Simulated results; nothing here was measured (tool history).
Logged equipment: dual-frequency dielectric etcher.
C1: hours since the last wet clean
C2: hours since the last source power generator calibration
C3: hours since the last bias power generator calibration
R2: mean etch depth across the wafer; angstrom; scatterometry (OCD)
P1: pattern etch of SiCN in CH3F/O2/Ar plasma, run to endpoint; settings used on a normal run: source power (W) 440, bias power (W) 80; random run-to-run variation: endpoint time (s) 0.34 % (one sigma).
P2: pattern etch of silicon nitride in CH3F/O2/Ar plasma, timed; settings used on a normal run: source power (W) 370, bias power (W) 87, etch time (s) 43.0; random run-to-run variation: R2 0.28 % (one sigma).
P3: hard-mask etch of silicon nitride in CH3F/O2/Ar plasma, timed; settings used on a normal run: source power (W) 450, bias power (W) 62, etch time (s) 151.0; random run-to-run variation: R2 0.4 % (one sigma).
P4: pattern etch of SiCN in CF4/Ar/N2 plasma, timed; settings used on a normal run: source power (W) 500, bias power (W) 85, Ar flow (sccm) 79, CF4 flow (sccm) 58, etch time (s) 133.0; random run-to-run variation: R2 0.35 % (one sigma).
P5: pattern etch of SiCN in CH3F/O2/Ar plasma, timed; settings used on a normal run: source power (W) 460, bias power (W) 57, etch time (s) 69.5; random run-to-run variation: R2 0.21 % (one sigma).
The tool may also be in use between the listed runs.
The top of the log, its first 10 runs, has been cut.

run 11 hour=121.8 | process_that_ran=P3 source_power_(W)=450 bias_power_(W)=62 etch_time_(s)=151.0 | C1=394.0 C2=1545.1 C3=2419.6 | R2=1026.20
run 12 hour=130.8 | process_that_ran=P2 source_power_(W)=370 bias_power_(W)=87 etch_time_(s)=43.0 | C1=403.0 C2=1554.1 C3=2428.6 | R2=313.27
run 13 hour=142.5 | process_that_ran=P2 source_power_(W)=370 bias_power_(W)=67 etch_time_(s)=43.0 | C1=414.7 C2=1565.8 C3=2440.3 | R2=287.19
run 14 hour=152.7 | process_that_ran=P2 source_power_(W)=370 bias_power_(W)=87 etch_time_(s)=43.0 | C1=424.9 C2=1576.0 C3=2450.5 | R2=312.82
run 15 hour=166.0 | process_that_ran=P4 source_power_(W)=500 bias_power_(W)=85 Ar_flow_(sccm)=79 CF4_flow_(sccm)=58 etch_time_(s)=103.0 | C1=438.2 C2=1589.3 C3=2463.8 | R2=1014.60
run 16 hour=173.3 | process_that_ran=P5 source_power_(W)=460 bias_power_(W)=57 etch_time_(s)=86.5 | C1=445.5 C2=1596.6 C3=2471.1 | R2=308.74
run 17 hour=180.1 | process_that_ran=P1 source_power_(W)=440 bias_power_(W)=80 | C1=452.3 C2=1603.4 C3=2477.9 | endpoint_time_(s)=20.548
run 18 hour=193.4 | process_that_ran=P1 source_power_(W)=440 bias_power_(W)=64 | C1=465.6 C2=1616.7 C3=2491.2 | endpoint_time_(s)=22.010
run 19 hour=207.2 | process_that_ran=P3 source_power_(W)=290 bias_power_(W)=62 etch_time_(s)=151.0 | C1=479.4 C2=1630.5 C3=2505.0 | R2=860.56
-- hour=215.4 bias power generator calibrated
run 20 hour=218.8 | process_that_ran=P2 source_power_(W)=370 bias_power_(W)=87 etch_time_(s)=31.0 | C1=491.0 C2=1642.1 C3=3.4 | R2=225.62
run 21 hour=231.4 | process_that_ran=P4 source_power_(W)=500 bias_power_(W)=85 Ar_flow_(sccm)=96 CF4_flow_(sccm)=58 etch_time_(s)=133.0 | C1=503.6 C2=1654.7 C3=16.0 | R2=1287.10

Run 22 comes next. What will it give?
run 22 hour=241.5 | process_that_ran=P1 source_power_(W)=590 bias_power_(W)=58 | C1=513.7 C2=1664.8 C3=26.1 | endpoint_time_(s)=?

{"run 22": {"endpoint time (s)": 20.582}}
